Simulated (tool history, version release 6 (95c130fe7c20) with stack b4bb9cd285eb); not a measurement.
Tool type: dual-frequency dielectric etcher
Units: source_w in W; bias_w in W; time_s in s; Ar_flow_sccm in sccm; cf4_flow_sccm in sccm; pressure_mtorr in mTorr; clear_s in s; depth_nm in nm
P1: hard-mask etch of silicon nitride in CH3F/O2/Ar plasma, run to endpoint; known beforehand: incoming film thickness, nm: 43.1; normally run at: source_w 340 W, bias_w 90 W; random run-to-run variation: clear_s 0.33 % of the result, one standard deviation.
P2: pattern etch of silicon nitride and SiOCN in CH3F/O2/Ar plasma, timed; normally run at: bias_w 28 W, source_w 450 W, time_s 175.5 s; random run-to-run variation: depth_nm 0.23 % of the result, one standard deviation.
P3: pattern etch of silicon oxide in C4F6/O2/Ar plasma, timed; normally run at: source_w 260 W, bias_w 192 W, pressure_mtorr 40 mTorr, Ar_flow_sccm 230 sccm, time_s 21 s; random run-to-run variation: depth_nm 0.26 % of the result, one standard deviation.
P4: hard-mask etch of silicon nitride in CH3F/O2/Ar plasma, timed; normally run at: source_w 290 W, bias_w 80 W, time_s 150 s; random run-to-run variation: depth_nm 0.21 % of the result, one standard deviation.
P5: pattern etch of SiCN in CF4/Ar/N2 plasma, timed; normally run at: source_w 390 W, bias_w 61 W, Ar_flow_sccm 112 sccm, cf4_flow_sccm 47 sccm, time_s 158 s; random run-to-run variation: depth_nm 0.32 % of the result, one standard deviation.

| run | hour | process | source_w | bias_w | time_s | Ar_flow_sccm | cf4_flow_sccm | pressure_mtorr | hours since the last wet clean | hours since the last source power generator calibration | hours since the last bias power generator calibration | clear_s | depth_nm |
|---|---|---|---|---|---|---|---|---|---|---|---|---|---|
| 1 | 5.3 | P1 | 340 | 90 |  |  |  |  | 365.4 | 2543.6 | 2809.8 | 60.864 |  |
| 2 | 10.3 | P4 | 290 | 80 | 150 |  |  |  | 370.4 | 2548.6 | 2814.8 |  | 95.833 |
| 3 | 15 | P5 | 390 | 61 | 158 | 112 | 47 |  | 375.1 | 2553.3 | 2819.5 |  | 104.5 |
| 4 | 17.7 | P5 | 390 | 61 | 204.5 | 112 | 47 |  | 377.8 | 2556 | 2822.2 |  | 135.67 |
| 5 | 21.4 | P1 | 340 | 124 |  |  |  |  | 381.5 | 2559.7 | 2825.9 | 53.806 |  |
| 6 | 26.8 | P1 | 340 | 61 |  |  |  |  | 386.9 | 2565.1 | 2831.3 | 69.317 |  |
| 7 | 31.4 | P3 | 260 | 192 | 21 | 230 |  | 40 | 391.5 | 2569.7 | 2835.9 |  | 58.209 |
| 8 | 35.4 | P5 | 230 | 61 | 158 | 112 | 47 |  | 395.5 | 2573.7 | 2839.9 |  | 66.398 |
| 9 | 40.9 | P5 | 390 | 61 | 158 | 112 | 59 |  | 401 | 2579.2 | 2845.4 |  | 109.08 |
| 10 | 43.7 | P3 | 260 | 192 | 21 | 230 |  | 27 | 403.8 | 2582 | 2848.2 |  | 60.741 |
| 11 | 48.2 | P1 | 420 | 58 |  |  |  |  | 408.3 | 2586.5 | 2852.7 | 65.229 |  |
| 12 | 52.1 | P5 | 390 | 37 | 158 | 112 | 47 |  | 412.2 | 2590.4 | 2856.6 |  | 87.801 |
| 13 | 57.3 | P1 | 260 | 90 |  |  |  |  | 417.4 | 2595.6 | 2861.8 | 66.865 |  |
| 14 | 63.1 | P1 | 290 | 111 |  |  |  |  | 423.2 | 2601.4 | 2867.6 | 59.199 |  |
| 15 | 68 | P5 | 390 | 61 | 158 | 152 | 47 |  | 428.1 | 2606.3 | 2872.5 |  | 99.332 |
| 16 | 70.7 | P4 | 290 | 80 | 207.5 |  |  |  | 430.8 | 2609 | 2875.2 |  | 132.98 |
| 17 | 74.9 | P1 | 340 | 90 |  |  |  |  | 435 | 2613.2 | 2879.4 | 60.442 |  |
| 18 | 77.8 | P1 | 340 | 90 |  |  |  |  | 437.9 | 2616.1 | 2882.3 | 60.649 |  |
| 19 | 83.7 | P4 | 290 | 80 | 150 |  |  |  | 443.8 | 2622 | 2888.2 |  | 95.817 |
| 20 | 86.3 | P3 | 320 | 192 | 21 | 230 |  | 40 | 446.4 | 2624.6 | 2890.8 |  | 63.028 |
| 21 | 91.6 | P2 | 450 | 28 | 124 |  |  |  | 451.7 | 2629.9 | 2896.1 |  | 19.151 |
| 22 | 94.4 | P3 | 260 | 262 | 21 | 230 |  | 40 | 454.5 | 2632.7 | 2898.9 |  | 64.453 |
| 23 | 97.4 | P1 | 460 | 90 |  |  |  |  | 457.5 | 2635.7 | 2901.9 | 53.886 |  |
| 24 | 101.1 | P4 | 360 | 80 | 150 |  |  |  | 461.2 | 2639.4 | 2905.6 |  | 103.95 |
|  | 104.4 | wet clean of the chamber |
| 25 | 106.7 | P3 | 260 | 192 | 21 | 144 |  | 40 | 2.4 | 2645 | 2911.2 |  | 61.389 |
| 26 | 110.6 | P1 | 340 | 90 |  |  |  |  | 6.3 | 2648.9 | 2915.1 | 60.64 |  |
| 27 | 116.4 | P5 | 390 | 61 | 158 | 112 | 47 |  | 12.1 | 2654.7 | 2920.9 |  | 105.03 |
| 28 | 119.1 | P3 | 260 | 192 | 28 | 230 |  | 40 | 14.8 | 2657.4 | 2923.6 |  | 77.636 |
| 29 | 122.4 | P4 | 290 | 50 | 150 |  |  |  | 18.1 | 2660.7 | 2926.9 |  | 81.517 |
| 30 | 127.6 | P3 | 260 | 192 | 21 | 230 |  | 40 | 23.3 | 2665.9 | 2932.1 |  | 58.096 |
| 31 | 131.4 | P2 | 450 | 19 | 175.5 |  |  |  | 27.1 | 2669.7 | 2935.9 |  | 22.894 |
| 32 | 135.2 | P1 | 340 | 90 |  |  |  |  | 30.9 | 2673.5 | 2939.7 | 60.225 |  |
| 33 | 137.9 | P2 | 580 | 28 | 175.5 |  |  |  | 33.6 | 2676.2 | 2942.4 |  | 29.501 |
| 34 | 143.5 | P1 | 340 | 90 |  |  |  |  | 39.2 | 2681.8 | 2948 | 60.542 |  |
| 35 | 148.8 | P2 | 450 | 28 | 175.5 |  |  |  | 44.5 | 2687.1 | 2953.3 |  | 27.173 |
| 36 | 153 | P1 | 340 | 90 |  |  |  |  | 48.7 | 2691.3 | 2957.5 | 60.592 |  |
| 37 | 157.9 | P1 | 340 | 90 |  |  |  |  | 53.6 | 2696.2 | 2962.4 | 60.091 |  |
| 38 | 161 | P1 | 340 | 90 |  |  |  |  | 56.7 | 2699.3 | 2965.5 | 59.638 |  |
| 39 | 165.7 | P1 | 340 | 90 |  |  |  |  | 61.4 | 2704 | 2970.2 | 59.714 |  |
| 40 | 169.6 | P1 | 340 | 90 |  |  |  |  | 65.3 | 2707.9 | 2974.1 | 59.642 |  |
|  | 171.3 | wet clean of the chamber |
| 41 | 175.1 | P1 | 340 | 90 |  |  |  |  | 3.8 | 2713.4 | 2979.6 | 59.44 |  |
| 42 | 177.7 | P1 | 340 | 90 |  |  |  |  | 6.4 | 2716 | 2982.2 | 59.178 |  |
| 43 | 181.9 | P1 | 340 | 90 |  |  |  |  | 10.6 | 2720.2 | 2986.4 | 59.556 |  |
| 44 | 187.1 | P1 | 340 | 90 |  |  |  |  | 15.8 | 2725.4 | 2991.6 | 59.805 |  |
| 45 | 191.7 | P1 | 340 | 90 |  |  |  |  | 20.4 | 2730 | 2996.2 | 59.59 |  |

Something has made what P1 gives creep away from where it was; the 2 causes below, each at its own stated size, fit the log equally well:
A: source power that arrives over what is set, % = 4.57
B: bias power that arrives over what is set, % = 4.68
The process output started creeping at around hour 153.
All other causes, with the reason each is excluded:
chamber walls in a state that raises the etch rate, %: work on it at hour 171.3, done after the drift set in, did not restore what the process gave before

Below are 4 check runs, each averaged over 2 wafers, with their results shown as question marks. Which of them would give clearly different results depending on which cause is behind the drift?
| check 1 | 196.3 | P5 | 390 | 61 | 158 | 140 | 47 |  |  |  |  |  | ? |
| check 2 | 196.3 | P3 | 260 | 229 | 21 | 230 |  | 40 |  |  |  |  | ? |
| check 3 | 196.3 | P2 | 560 | 21 | 175.5 |  |  |  |  |  |  |  | ? |
| check 4 | 196.3 | P4 | 290 | 69 | 150 |  |  |  |  |  |  |  | ? |

Check results expected under each cause:
| check | result | if A | if B |
|---|---|---|---|
| check 1 | depth_nm | 104.81 | 102.62 |
| check 2 | depth_nm | 62.674 | 62.59 |
| check 3 | depth_nm | 26.215 | 26.319 |
| check 4 | depth_nm | 92.569 | 92.489 |
Minimum pairwise separation of causes per check, each pair taken at its best-separating result: check 1 2.11 %; check 2 0.13 %; check 3 0.4 %; check 4 0.09 %
Only check 1 tells the causes apart: in the others they would give nearly the same result.

After running check 1, the following was obtained: depth_nm 104.99 nm. Which cause does this point to?

The correct cause is A, namely: source power that arrives over what is set, %.

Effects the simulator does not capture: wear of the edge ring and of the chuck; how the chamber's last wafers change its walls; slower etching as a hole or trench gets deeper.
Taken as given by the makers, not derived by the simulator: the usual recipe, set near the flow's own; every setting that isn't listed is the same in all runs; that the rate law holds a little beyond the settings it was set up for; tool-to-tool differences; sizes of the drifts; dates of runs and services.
